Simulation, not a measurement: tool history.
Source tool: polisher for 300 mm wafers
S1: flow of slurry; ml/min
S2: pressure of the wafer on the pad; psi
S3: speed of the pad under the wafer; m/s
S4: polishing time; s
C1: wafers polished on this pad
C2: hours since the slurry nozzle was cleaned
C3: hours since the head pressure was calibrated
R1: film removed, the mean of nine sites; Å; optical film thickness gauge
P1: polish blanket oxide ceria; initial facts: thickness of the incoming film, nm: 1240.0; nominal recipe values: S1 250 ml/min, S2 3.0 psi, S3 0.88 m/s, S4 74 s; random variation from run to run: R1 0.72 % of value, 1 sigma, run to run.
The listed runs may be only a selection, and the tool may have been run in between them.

Run 1, hour 5.7: S1 250 ml/min, S2 3.0 psi, S3 0.88 m/s, S4 74 s; C1 616; C2 110.5; C3 344.1. Result: R1 2911.4 Å.
Run 2, hour 9.3: S1 250 ml/min, S2 3.0 psi, S3 0.88 m/s, S4 40 s; C1 662; C2 114.1; C3 347.7. Result: R1 1578.9 Å.
Run 3, hour 15.5: S1 350 ml/min, S2 3.0 psi, S3 0.88 m/s, S4 74 s; C1 741; C2 120.3; C3 353.9. Result: R1 2970.6 Å.
Run 4, hour 21.0: S1 250 ml/min, S2 3.0 psi, S3 0.88 m/s, S4 74 s; C1 811; C2 125.8; C3 359.4. Result: R1 2907.6 Å.
Run 5, hour 25.5: S1 150 ml/min, S2 3.0 psi, S3 0.88 m/s, S4 74 s; C1 868; C2 130.3; C3 363.9. Result: R1 2707.9 Å.
Run 6, hour 30.6: S1 250 ml/min, S2 3.0 psi, S3 0.88 m/s, S4 74 s; C1 934; C2 135.4; C3 369.0. Result: R1 2928.8 Å.
Run 7, hour 38.6: S1 250 ml/min, S2 3.0 psi, S3 0.88 m/s, S4 74 s; C1 1036; C2 143.4; C3 377.0. Result: R1 2891.1 Å.
Run 8, hour 43.4: S1 250 ml/min, S2 4.6 psi, S3 0.88 m/s, S4 74 s; C1 1097; C2 148.2; C3 381.8. Result: R1 4430.3 Å.
Run 9, hour 46.9: S1 250 ml/min, S2 3.0 psi, S3 1.26 m/s, S4 74 s; C1 1141; C2 151.7; C3 385.3. Result: R1 4153.5 Å.
Run 10, hour 54.6: S1 250 ml/min, S2 1.5 psi, S3 0.88 m/s, S4 74 s; C1 1240; C2 159.4; C3 393.0. Result: R1 1449.1 Å.
Run 11, hour 61.1: S1 320 ml/min, S2 3.0 psi, S3 0.88 m/s, S4 57 s; C1 1323; C2 165.9; C3 399.5. Result: R1 2299.0 Å.
Run 12, hour 65.6: S1 250 ml/min, S2 3.0 psi, S3 0.88 m/s, S4 74 s; C1 1380; C2 170.4; C3 404.0. Result: R1 2880.3 Å.
Run 13, hour 70.5: S1 250 ml/min, S2 3.0 psi, S3 1.18 m/s, S4 102 s; C1 1443; C2 175.3; C3 408.9. Result: R1 5425.0 Å.
Run 14, hour 75.1: S1 250 ml/min, S2 3.0 psi, S3 0.52 m/s, S4 74 s; C1 1501; C2 179.9; C3 413.5. Result: R1 1707.1 Å.
Run 15, hour 82.4: S1 250 ml/min, S2 3.0 psi, S3 0.88 m/s, S4 115 s; C1 1594; C2 187.2; C3 420.8. Result: R1 4582.4 Å.
Run 16, hour 88.5: S1 250 ml/min, S2 3.0 psi, S3 0.88 m/s, S4 74 s; C1 1672; C2 193.3; C3 426.9. Result: R1 2899.3 Å.

What will run 17 give?
Run 17, hour 92.1: S1 250 ml/min, S2 3.0 psi, S3 0.88 m/s, S4 74 s; C1 1718; C2 196.9; C3 430.5. Result: R1 ?.

{"run 17": {"R1": 2827.3}}

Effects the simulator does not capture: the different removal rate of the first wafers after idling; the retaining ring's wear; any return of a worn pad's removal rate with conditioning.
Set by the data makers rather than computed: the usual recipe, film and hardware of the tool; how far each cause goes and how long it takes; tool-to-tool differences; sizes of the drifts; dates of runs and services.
